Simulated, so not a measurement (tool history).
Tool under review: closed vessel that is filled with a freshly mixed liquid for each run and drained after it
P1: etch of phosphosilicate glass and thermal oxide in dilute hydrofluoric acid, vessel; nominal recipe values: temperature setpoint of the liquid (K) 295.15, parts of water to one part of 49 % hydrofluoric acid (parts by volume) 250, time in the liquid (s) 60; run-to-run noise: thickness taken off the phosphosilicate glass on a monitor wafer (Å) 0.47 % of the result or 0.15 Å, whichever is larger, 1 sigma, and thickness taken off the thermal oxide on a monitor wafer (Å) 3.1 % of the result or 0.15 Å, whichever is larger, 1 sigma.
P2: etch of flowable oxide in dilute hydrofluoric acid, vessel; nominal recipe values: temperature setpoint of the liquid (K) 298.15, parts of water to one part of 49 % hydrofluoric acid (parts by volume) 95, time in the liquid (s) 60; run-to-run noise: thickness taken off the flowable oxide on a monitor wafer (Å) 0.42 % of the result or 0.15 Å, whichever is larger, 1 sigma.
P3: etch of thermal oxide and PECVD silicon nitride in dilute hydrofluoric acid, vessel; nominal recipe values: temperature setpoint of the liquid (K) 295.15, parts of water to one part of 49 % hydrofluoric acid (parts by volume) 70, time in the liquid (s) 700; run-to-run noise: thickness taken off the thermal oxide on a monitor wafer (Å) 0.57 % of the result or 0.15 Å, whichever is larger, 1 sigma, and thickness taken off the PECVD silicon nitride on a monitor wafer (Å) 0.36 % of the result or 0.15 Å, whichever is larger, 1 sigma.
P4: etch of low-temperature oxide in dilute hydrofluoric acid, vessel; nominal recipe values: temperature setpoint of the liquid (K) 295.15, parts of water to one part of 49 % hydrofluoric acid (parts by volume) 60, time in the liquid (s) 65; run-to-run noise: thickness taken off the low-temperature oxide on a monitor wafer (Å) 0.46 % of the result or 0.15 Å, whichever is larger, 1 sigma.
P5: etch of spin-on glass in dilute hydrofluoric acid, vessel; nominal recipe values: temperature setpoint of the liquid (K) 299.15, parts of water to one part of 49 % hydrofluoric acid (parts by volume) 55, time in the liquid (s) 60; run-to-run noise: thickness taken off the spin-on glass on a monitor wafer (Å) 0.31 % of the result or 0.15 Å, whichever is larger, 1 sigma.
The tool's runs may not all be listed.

| run | hour | process that ran | temperature setpoint of the liquid (K) | parts of water to one part of 49 % hydrofluoric acid (parts by volume) | time in the liquid (s) | thickness taken off the phosphosilicate glass on a monitor wafer (Å) | thickness taken off the thermal oxide on a monitor wafer (Å) | thickness taken off the flowable oxide on a monitor wafer (Å) | thickness taken off the low-temperature oxide on a monitor wafer (Å) | thickness taken off the PECVD silicon nitride on a monitor wafer (Å) | thickness taken off the spin-on glass on a monitor wafer (Å) |
|---|---|---|---|---|---|---|---|---|---|---|---|
| 1 | 7 | P1 | 295.15 | 250 | 60 | 358.97 | 8.8806 |  |  |  |  |
| 2 | 15.9 | P1 | 295.15 | 250 | 60 | 358.42 | 8.2428 |  |  |  |  |
| 3 | 23.9 | P2 | 298.15 | 95 | 30 |  |  | 116.75 |  |  |  |
| 4 | 35 | P4 | 295.15 | 60 | 30 |  |  |  | 165.31 |  |  |
| 5 | 46.7 | P1 | 290.15 | 250 | 60 | 296.12 | 7.1483 |  |  |  |  |
| 6 | 56.5 | P1 | 295.15 | 50 | 60 | 2218.9 | 54.674 |  |  |  |  |
| 7 | 68.3 | P1 | 301.65 | 250 | 95 | 715.18 | 17.468 |  |  |  |  |
| 8 | 77.4 | P3 | 295.15 | 20 | 700 |  | 1649.3 |  |  | 1683.4 |  |
| 9 | 86.7 | P5 | 307.15 | 55 | 60 |  |  |  |  |  | 674.77 |
| 10 | 94.2 | P1 | 295.15 | 250 | 60 | 356.01 | 9.1209 |  |  |  |  |
| 11 | 99.9 | P2 | 305.65 | 95 | 60 |  |  | 311.37 |  |  |  |
| 12 | 105.9 | P5 | 299.15 | 55 | 60 |  |  |  |  |  | 492.55 |
| 13 | 116.5 | P4 | 295.15 | 110 | 65 |  |  |  | 183.21 |  |  |
| 14 | 124.7 | P1 | 295.15 | 250 | 60 | 359 | 8.6367 |  |  |  |  |
| 15 | 135.9 | P4 | 303.15 | 60 | 65 |  |  |  | 495.08 |  |  |
| 16 | 142 | P4 | 295.15 | 60 | 65 |  |  |  | 358.98 |  |  |
| 17 | 149.6 | P1 | 295.15 | 395 | 60 | 198.81 | 4.5731 |  |  |  |  |
| 18 | 161.1 | P2 | 298.15 | 35 | 60 |  |  | 686.03 |  |  |  |
| 19 | 172.5 | P2 | 298.15 | 95 | 60 |  |  | 231.87 |  |  |  |
| 20 | 179 | P1 | 295.15 | 250 | 30 | 179.83 | 4.4704 |  |  |  |  |
| 21 | 185.2 | P5 | 299.15 | 55 | 60 |  |  |  |  |  | 490.48 |
| 22 | 191.2 | P1 | 295.15 | 250 | 60 | 352.87 | 8.9524 |  |  |  |  |
| 23 | 200.4 | P3 | 295.15 | 70 | 1205 |  | 768.62 |  |  | 859.85 |  |
| 24 | 212.2 | P1 | 302.15 | 250 | 60 | 456.99 | 11.74 |  |  |  |  |
| 25 | 220.1 | P1 | 295.15 | 250 | 105 | 622.67 | 14.794 |  |  |  |  |
| 26 | 228.8 | P3 | 295.15 | 70 | 700 |  | 443.57 |  |  | 497.9 |  |
| 27 | 235.2 | P2 | 298.15 | 95 | 60 |  |  | 232.06 |  |  |  |
| 28 | 241.7 | P3 | 302.65 | 70 | 700 |  | 602.95 |  |  | 815.71 |  |
| 29 | 249.7 | P5 | 299.15 | 105 | 60 |  |  |  |  |  | 241.05 |
| 30 | 255.4 | P5 | 299.15 | 55 | 30 |  |  |  |  |  | 245.82 |
| 31 | 264.1 | P1 | 295.15 | 250 | 60 | 356.16 | 8.2972 |  |  |  |  |
| 32 | 271.8 | P1 | 295.15 | 250 | 60 | 364.57 | 8.975 |  |  |  |  |
| 33 | 278.2 | P1 | 295.15 | 250 | 60 | 369.95 | 8.9048 |  |  |  |  |
| 34 | 283.7 | P1 | 295.15 | 250 | 60 | 368.04 | 9.3422 |  |  |  |  |
| 35 | 289.5 | P1 | 295.15 | 250 | 60 | 372.84 | 8.9997 |  |  |  |  |
| 36 | 301.2 | P1 | 295.15 | 250 | 60 | 373.4 | 8.7569 |  |  |  |  |
| 37 | 313.5 | P1 | 295.15 | 250 | 60 | 378.62 | 8.7627 |  |  |  |  |
| 38 | 324.7 | P1 | 295.15 | 250 | 60 | 378.85 | 9.3589 |  |  |  |  |
| 39 | 336.4 | P1 | 295.15 | 250 | 60 | 377.48 | 8.9215 |  |  |  |  |
| 40 | 348.9 | P1 | 295.15 | 250 | 60 | 377.64 | 9.2227 |  |  |  |  |

P1 has crept away from where it was. The log is fitted equally well by each of these 2 causes, at the sizes shown:
A: liquid hotter than its thermometer reads (K) = 1.42
B: hydrofluoric acid flow above the setpoint (%) = 4.24
The gradual shift began around hour 264.1.

Below are 4 check runs, each on a single wafer, with their results shown as question marks. Which of them would tell the listed causes apart, meaning the causes would give clearly different results under it?
| check 1 | 361.4 | P5 | 302.65 | 100 | 60 |  |  |  |  |  | ? |
| check 2 | 361.4 | P3 | 302.15 | 70 | 700 |  | ? |  |  | ? |  |
| check 3 | 361.4 | P4 | 295.15 | 95 | 65 |  |  |  | ? |  |  |
| check 4 | 361.4 | P2 | 302.65 | 65 | 60 |  |  | ? |  |  |  |

If the cause were each of the candidates in turn, the checks would give the following:
| check | result | if A | if B |
|---|---|---|---|
| check 1 | thickness taken off the spin-on glass on a monitor wafer (Å) | 307.59 | 305.79 |
| check 2 | thickness taken off the thermal oxide on a monitor wafer (Å) | 621.53 | 615.9 |
| check 2 | thickness taken off the PECVD silicon nitride on a monitor wafer (Å) | 865.37 | 823.65 |
| check 3 | thickness taken off the low-temperature oxide on a monitor wafer (Å) | 228.71 | 226.19 |
| check 4 | thickness taken off the flowable oxide on a monitor wafer (Å) | 447.15 | 442.94 |
Smallest distance between any two causes, each pair judged by its most separating result, in per cent: check 1 0.59 %; check 2 4.94 %; check 3 1.11 %; check 4 0.95 %
The causes can be told apart only by check 2. The other checks would give nearly the same results under each of them.

Then check 2 was run and gave: thickness taken off the thermal oxide on a monitor wafer (Å) 619.89; thickness taken off the PECVD silicon nitride on a monitor wafer (Å) 869.78. Which cause is it?

The correct cause is A, namely: liquid hotter than its thermometer reads (K).
